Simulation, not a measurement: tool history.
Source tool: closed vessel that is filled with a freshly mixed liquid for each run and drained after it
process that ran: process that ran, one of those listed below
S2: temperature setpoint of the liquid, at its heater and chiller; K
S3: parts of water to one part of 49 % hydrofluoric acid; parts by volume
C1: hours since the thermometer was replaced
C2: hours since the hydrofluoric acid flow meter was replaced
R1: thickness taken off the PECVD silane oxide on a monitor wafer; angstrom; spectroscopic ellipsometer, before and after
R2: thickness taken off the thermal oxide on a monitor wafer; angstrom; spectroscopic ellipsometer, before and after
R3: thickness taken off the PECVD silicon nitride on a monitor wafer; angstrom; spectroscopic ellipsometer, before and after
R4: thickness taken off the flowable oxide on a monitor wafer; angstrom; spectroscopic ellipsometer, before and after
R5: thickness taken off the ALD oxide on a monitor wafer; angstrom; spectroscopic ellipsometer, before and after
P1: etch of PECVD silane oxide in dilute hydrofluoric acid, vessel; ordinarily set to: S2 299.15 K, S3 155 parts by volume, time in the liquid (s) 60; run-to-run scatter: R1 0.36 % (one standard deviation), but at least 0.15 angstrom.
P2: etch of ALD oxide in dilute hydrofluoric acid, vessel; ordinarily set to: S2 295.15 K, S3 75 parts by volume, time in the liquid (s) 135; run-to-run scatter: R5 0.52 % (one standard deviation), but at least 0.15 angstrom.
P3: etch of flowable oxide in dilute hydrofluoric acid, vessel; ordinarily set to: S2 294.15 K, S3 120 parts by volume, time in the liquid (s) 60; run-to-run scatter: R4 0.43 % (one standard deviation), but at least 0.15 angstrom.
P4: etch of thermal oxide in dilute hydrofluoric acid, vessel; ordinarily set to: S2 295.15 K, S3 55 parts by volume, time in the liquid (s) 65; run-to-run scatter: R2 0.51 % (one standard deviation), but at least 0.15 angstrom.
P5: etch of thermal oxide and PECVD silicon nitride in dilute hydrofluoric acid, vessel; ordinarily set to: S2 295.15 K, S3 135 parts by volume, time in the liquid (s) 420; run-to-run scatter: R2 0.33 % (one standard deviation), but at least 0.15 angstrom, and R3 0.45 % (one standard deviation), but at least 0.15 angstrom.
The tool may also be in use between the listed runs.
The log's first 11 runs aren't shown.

Run 12, hour 41.9: process that ran P3, S2 290.15 K, S3 120 parts by volume, time in the liquid (s) 60; C1 873.3; C2 381.0. Result: R4 124.920 angstrom.
Run 13, hour 45.7: process that ran P3, S2 294.15 K, S3 120 parts by volume, time in the liquid (s) 60; C1 877.1; C2 384.8. Result: R4 148.180 angstrom.
Run 14, hour 48.9: process that ran P1, S2 299.15 K, S3 155 parts by volume, time in the liquid (s) 60; C1 880.3; C2 388.0. Result: R1 80.883 angstrom.
Run 15, hour 51.8: process that ran P3, S2 294.15 K, S3 40 parts by volume, time in the liquid (s) 60; C1 883.2; C2 390.9. Result: R4 484.110 angstrom.
Run 16, hour 55.0: process that ran P3, S2 294.15 K, S3 120 parts by volume, time in the liquid (s) 35; C1 886.4; C2 394.1. Result: R4 86.659 angstrom.
Run 17, hour 57.6: process that ran P1, S2 299.15 K, S3 235 parts by volume, time in the liquid (s) 60; C1 889.0; C2 396.7. Result: R1 48.448 angstrom.
Run 18, hour 60.3: process that ran P2, S2 295.15 K, S3 75 parts by volume, time in the liquid (s) 135; C1 891.7; C2 399.4. Result: R5 228.650 angstrom.
Run 19, hour 65.6: process that ran P1, S2 299.15 K, S3 155 parts by volume, time in the liquid (s) 30; C1 897.0; C2 404.7. Result: R1 40.222 angstrom.
Run 20, hour 69.9: process that ran P2, S2 295.15 K, S3 75 parts by volume, time in the liquid (s) 35; C1 901.3; C2 409.0. Result: R5 59.733 angstrom.
Run 21, hour 74.4: process that ran P1, S2 305.15 K, S3 155 parts by volume, time in the liquid (s) 95; C1 905.8; C2 413.5. Result: R1 159.810 angstrom.
Run 22, hour 78.7: process that ran P4, S2 295.15 K, S3 105 parts by volume, time in the liquid (s) 65; C1 910.1; C2 417.8. Result: R2 27.000 angstrom.
Run 23, hour 82.3: process that ran P1, S2 299.15 K, S3 155 parts by volume, time in the liquid (s) 60; C1 913.7; C2 421.4. Result: R1 80.310 angstrom.

What does the tool deliver on the next run?
Run 24, hour 87.6: process that ran P2, S2 300.15 K, S3 75 parts by volume, time in the liquid (s) 135; C1 919.0; C2 426.7. Result: R5 ?.

{"run 24": {"R5": 279.66}}
